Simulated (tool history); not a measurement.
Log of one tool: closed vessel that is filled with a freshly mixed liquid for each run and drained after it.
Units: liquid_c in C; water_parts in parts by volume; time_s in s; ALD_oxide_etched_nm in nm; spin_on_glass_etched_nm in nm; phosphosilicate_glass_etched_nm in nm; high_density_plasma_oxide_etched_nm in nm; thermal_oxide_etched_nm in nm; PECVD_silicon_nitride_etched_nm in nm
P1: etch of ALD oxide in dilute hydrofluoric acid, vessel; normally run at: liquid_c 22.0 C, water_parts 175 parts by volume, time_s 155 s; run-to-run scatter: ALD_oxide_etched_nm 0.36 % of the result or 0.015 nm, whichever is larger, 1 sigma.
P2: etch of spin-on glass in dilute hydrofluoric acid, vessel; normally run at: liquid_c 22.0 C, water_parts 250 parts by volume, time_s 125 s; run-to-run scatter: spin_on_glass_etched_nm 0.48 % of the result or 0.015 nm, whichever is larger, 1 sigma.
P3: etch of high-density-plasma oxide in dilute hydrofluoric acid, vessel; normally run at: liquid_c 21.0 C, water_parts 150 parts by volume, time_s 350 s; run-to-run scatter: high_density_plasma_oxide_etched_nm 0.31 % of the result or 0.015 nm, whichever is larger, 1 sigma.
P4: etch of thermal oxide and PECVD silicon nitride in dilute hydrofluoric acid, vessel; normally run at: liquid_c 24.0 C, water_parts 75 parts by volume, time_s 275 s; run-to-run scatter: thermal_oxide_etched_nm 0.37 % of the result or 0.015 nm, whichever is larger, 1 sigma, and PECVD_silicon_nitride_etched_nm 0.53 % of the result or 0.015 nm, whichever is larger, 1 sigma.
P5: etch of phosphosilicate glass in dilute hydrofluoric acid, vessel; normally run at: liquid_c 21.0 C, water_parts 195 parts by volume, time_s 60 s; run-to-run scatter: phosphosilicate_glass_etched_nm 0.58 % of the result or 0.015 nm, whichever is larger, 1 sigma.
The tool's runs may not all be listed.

run	hour	process	liquid_c	water_parts	time_s	hours since the thermometer was replaced	hours since the hydrofluoric acid flow meter was replaced	ALD_oxide_etched_nm	spin_on_glass_etched_nm	phosphosilicate_glass_etched_nm	high_density_plasma_oxide_etched_nm	thermal_oxide_etched_nm	PECVD_silicon_nitride_etched_nm
1	7.5	P1	22.0	175	155	1129.0	383.5	23.4300					
2	18.4	P1	22.0	175	155	1139.9	394.4	23.4370					
3	28.5	P2	22.0	250	60	1150.0	404.5		4.0862				
4	44.7	P2	22.0	250	125	1166.2	420.7		8.6274				
5	54.4	P2	22.0	340	125	1175.9	430.4		5.8128				
6	71.2	P1	22.0	270	155	1192.7	447.2	13.8680					
7	84.4	P1	22.0	175	155	1205.9	460.4	23.4460					
8	98.9	P1	25.5	175	155	1220.4	474.9	26.7770					
9	116.0	P1	17.0	315	155	1237.5	492.0	9.4887					
10	125.4	P5	17.0	195	60	1246.9	501.4			18.917			
11	138.1	P5	21.0	195	60	1259.6	514.1			22.074			
12	147.1	P3	21.0	150	350	1268.6	523.1				10.0230		
13	155.0	P4	24.0	25	275	1276.5	531.0					56.0580	26.5800
14	170.1	P1	22.0	175	305	1291.6	546.1	46.2600					
15	180.5	P4	24.0	75	145	1302.0	556.5					9.2284	4.7383
16	197.2	P1	22.0	175	155	1318.7	573.2	23.3660					
17	208.7	P1	17.0	175	225	1330.2	584.7	28.1130					
18	217.5	P1	17.0	175	155	1339.0	593.5	19.2810					
19	232.2	P5	21.0	35	60	1353.7	608.2			146.840			
20	249.0	P3	17.0	150	350	1370.5	625.0				8.5042		
21	264.9	P1	22.0	55	155	1386.4	640.9	85.5120					
22	272.3	P1	22.0	175	65	1393.8	648.3	9.7930					
23	281.2	P3	21.0	225	350	1402.7	657.2				6.1845		
24	295.2	P4	24.0	75	275	1416.7	671.2					17.5930	9.0099
25	310.6	P5	21.0	195	60	1432.1	686.6			21.891			
26	322.4	P1	22.0	175	155	1443.9	698.4	23.4860					
27	337.0	P3	21.0	150	545	1458.5	713.0				15.5680		
28	351.3	P4	32.0	75	275	1472.8	727.3					23.8640	15.1710
29	363.9	P5	21.0	195	90	1485.4	739.9			33.311			

Forecast run 30:
30	376.5	P1	22.0	175	155	1498.0	752.5	?					

{"run 30": {"ALD_oxide_etched_nm": 23.458}}
